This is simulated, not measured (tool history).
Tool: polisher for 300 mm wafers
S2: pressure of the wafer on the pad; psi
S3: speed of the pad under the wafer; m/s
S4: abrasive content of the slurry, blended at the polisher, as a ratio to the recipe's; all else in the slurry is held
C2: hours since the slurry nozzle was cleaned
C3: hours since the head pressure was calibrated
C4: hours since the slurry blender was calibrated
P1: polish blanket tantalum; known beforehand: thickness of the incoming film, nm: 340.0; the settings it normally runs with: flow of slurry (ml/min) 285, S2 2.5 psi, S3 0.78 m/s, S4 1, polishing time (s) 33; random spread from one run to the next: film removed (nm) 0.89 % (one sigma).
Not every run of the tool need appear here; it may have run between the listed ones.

Run 1, hour 7.8: flow of slurry (ml/min) 285, S2 2.5 psi, S3 0.78 m/s, S4 1, polishing time (s) 33; wafers polished on this pad 650; C2 287.6; C3 113.8; C4 77.6. Result: film removed (nm) 49.299.
Run 2, hour 13.9: flow of slurry (ml/min) 285, S2 2.5 psi, S3 0.78 m/s, S4 1, polishing time (s) 33; wafers polished on this pad 739; C2 293.7; C3 119.9; C4 83.7. Result: film removed (nm) 49.181.
Run 3, hour 18.4: flow of slurry (ml/min) 285, S2 2.5 psi, S3 0.78 m/s, S4 1, polishing time (s) 33; wafers polished on this pad 805; C2 298.2; C3 124.4; C4 88.2. Result: film removed (nm) 49.214.
Run 4, hour 27.2: flow of slurry (ml/min) 285, S2 2.5 psi, S3 0.78 m/s, S4 1.3, polishing time (s) 33; wafers polished on this pad 935; C2 307; C3 133.2; C4 97. Result: film removed (nm) 52.588.
Run 5, hour 36.7: flow of slurry (ml/min) 285, S2 2.5 psi, S3 0.36 m/s, S4 1, polishing time (s) 33; wafers polished on this pad 1075; C2 316.5; C3 142.7; C4 106.5. Result: film removed (nm) 22.825.
Run 6, hour 42.1: flow of slurry (ml/min) 285, S2 2.5 psi, S3 0.78 m/s, S4 1, polishing time (s) 33; wafers polished on this pad 1154; C2 321.9; C3 148.1; C4 111.9. Result: film removed (nm) 49.945.
Run 7, hour 46.8: flow of slurry (ml/min) 285, S2 2.5 psi, S3 0.78 m/s, S4 0.55, polishing time (s) 33; wafers polished on this pad 1223; C2 326.6; C3 152.8; C4 116.6. Result: film removed (nm) 40.199.
Run 8, hour 52.6: flow of slurry (ml/min) 285, S2 1.4 psi, S3 0.78 m/s, S4 1, polishing time (s) 17; wafers polished on this pad 1309; C2 332.4; C3 158.6; C4 122.4. Result: film removed (nm) 14.527.
Run 9, hour 62: flow of slurry (ml/min) 285, S2 2.5 psi, S3 0.78 m/s, S4 1, polishing time (s) 33; wafers polished on this pad 1447; C2 341.8; C3 168; C4 131.8. Result: film removed (nm) 49.688.
Run 10, hour 68.7: flow of slurry (ml/min) 285, S2 2.5 psi, S3 0.78 m/s, S4 1, polishing time (s) 52; wafers polished on this pad 1545; C2 348.5; C3 174.7; C4 138.5. Result: film removed (nm) 78.09.
Run 11, hour 78.4: flow of slurry (ml/min) 285, S2 1.4 psi, S3 0.78 m/s, S4 1, polishing time (s) 33; wafers polished on this pad 1688; C2 358.2; C3 184.4; C4 148.2. Result: film removed (nm) 27.782.
Run 12, hour 88.3: flow of slurry (ml/min) 430, S2 2.5 psi, S3 0.78 m/s, S4 1, polishing time (s) 33; wafers polished on this pad 1834; C2 368.1; C3 194.3; C4 158.1. Result: film removed (nm) 50.931.
Run 13, hour 94.8: flow of slurry (ml/min) 285, S2 3.8 psi, S3 0.78 m/s, S4 0.75, polishing time (s) 33; wafers polished on this pad 1929; C2 374.6; C3 200.8; C4 164.6. Result: film removed (nm) 69.107.
Run 14, hour 101.1: flow of slurry (ml/min) 285, S2 3.6 psi, S3 0.78 m/s, S4 1, polishing time (s) 33; wafers polished on this pad 2022; C2 380.9; C3 207.1; C4 170.9. Result: film removed (nm) 71.826.
Run 15, hour 107.7: flow of slurry (ml/min) 285, S2 2.5 psi, S3 0.78 m/s, S4 1, polishing time (s) 33; wafers polished on this pad 2119; C2 387.5; C3 213.7; C4 177.5. Result: film removed (nm) 49.507.
Run 16, hour 117: flow of slurry (ml/min) 285, S2 2.5 psi, S3 0.78 m/s, S4 1, polishing time (s) 19; wafers polished on this pad 2256; C2 396.8; C3 223; C4 186.8. Result: film removed (nm) 28.378.
Run 17, hour 123.6: flow of slurry (ml/min) 285, S2 2.5 psi, S3 1.22 m/s, S4 1, polishing time (s) 33; wafers polished on this pad 2353; C2 403.4; C3 229.6; C4 193.4. Result: film removed (nm) 77.708.
Run 18, hour 132.9: flow of slurry (ml/min) 190, S2 2.5 psi, S3 0.78 m/s, S4 1, polishing time (s) 33; wafers polished on this pad 2490; C2 412.7; C3 238.9; C4 202.7. Result: film removed (nm) 47.36.
Run 19, hour 141.7: flow of slurry (ml/min) 285, S2 2.5 psi, S3 0.78 m/s, S4 1, polishing time (s) 33; wafers polished on this pad 2619; C2 421.5; C3 247.7; C4 211.5. Result: film removed (nm) 49.489.
Run 20, hour 147.3: flow of slurry (ml/min) 285, S2 2.5 psi, S3 0.78 m/s, S4 1, polishing time (s) 33; wafers polished on this pad 2702; C2 427.1; C3 253.3; C4 217.1. Result: film removed (nm) 47.095.
Run 21, hour 153.1: flow of slurry (ml/min) 285, S2 2.5 psi, S3 0.78 m/s, S4 1, polishing time (s) 33; wafers polished on this pad 2787; C2 432.9; C3 259.1; C4 222.9. Result: film removed (nm) 45.403.
Run 22, hour 159.9: flow of slurry (ml/min) 285, S2 2.5 psi, S3 0.78 m/s, S4 1, polishing time (s) 33; wafers polished on this pad 2887; C2 439.7; C3 265.9; C4 229.7. Result: film removed (nm) 45.454.
Run 23, hour 168.5: flow of slurry (ml/min) 285, S2 2.5 psi, S3 0.78 m/s, S4 1, polishing time (s) 33; wafers polished on this pad 3013; C2 448.3; C3 274.5; C4 238.3. Result: film removed (nm) 43.898.
At hour 172: worn pad replaced by a new one.
Run 24, hour 177.8: flow of slurry (ml/min) 285, S2 2.5 psi, S3 0.78 m/s, S4 1, polishing time (s) 33; wafers polished on this pad 86; C2 457.6; C3 283.8; C4 247.6. Result: film removed (nm) 44.016.
Run 25, hour 183.3: flow of slurry (ml/min) 285, S2 2.5 psi, S3 0.78 m/s, S4 1, polishing time (s) 33; wafers polished on this pad 167; C2 463.1; C3 289.3; C4 253.1. Result: film removed (nm) 43.983.
Run 26, hour 193.6: flow of slurry (ml/min) 285, S2 2.5 psi, S3 0.78 m/s, S4 1, polishing time (s) 33; wafers polished on this pad 318; C2 473.4; C3 299.6; C4 263.4. Result: film removed (nm) 43.052.

What P1 gives has crept off from where it sat before. The 2 causes that follow fit the log equally well, each at the size noted:
A: abrasive missing from the slurry, % = 31.8
B: head's pressure below its setpoint, % = 11.7
The process output started creeping at around hour 141.7.
The rest of the possible causes, and what rules out each one:
removal rate lost through wear of the pad, %: was serviced at hour 172, once the creep was under way, yet the earlier output never came back
slurry flow missing at the pad, %: 40 at the very most, moving film removed (nm) by -6 %, which is either too weak or the wrong sign

The list below offers 4 check runs, each averaging the results of 2 wafers, and shows each result as a question mark. For which of them would the listed causes give clearly different results?
Run check 1, hour 203.9: flow of slurry (ml/min) 285, S2 2.5 psi, S3 0.78 m/s, S4 0.6, polishing time (s) 44. Result: film removed (nm) ?.
Run check 2, hour 203.9: flow of slurry (ml/min) 285, S2 2.5 psi, S3 1.18 m/s, S4 1, polishing time (s) 51. Result: film removed (nm) ?.
Run check 3, hour 203.9: flow of slurry (ml/min) 215, S2 2.5 psi, S3 0.78 m/s, S4 1, polishing time (s) 33. Result: film removed (nm) ?.
Run check 4, hour 203.9: flow of slurry (ml/min) 395, S2 2.5 psi, S3 0.36 m/s, S4 1, polishing time (s) 33. Result: film removed (nm) ?.

Expected result of each check under each candidate cause:
  check             result    if A    if B
check 1  film removed (nm)  46.478  48.694
check 2  film removed (nm)  101.58  101.65
check 3  film removed (nm)   42.14  42.167
check 4  film removed (nm)  20.592  20.605
Distance between the nearest two causes, measured in the result of the check that separates them most: check 1 4.66 %; check 2 0.06 %; check 3 0.06 %; check 4 0.06 %
Check 1 distinguishes between the causes, while the remaining checks would return nearly the same result for all of them.

Check 1 was then run and gave: film removed (nm) 46.467. Which cause is it?

The cause is A: abrasive missing from the slurry, %.
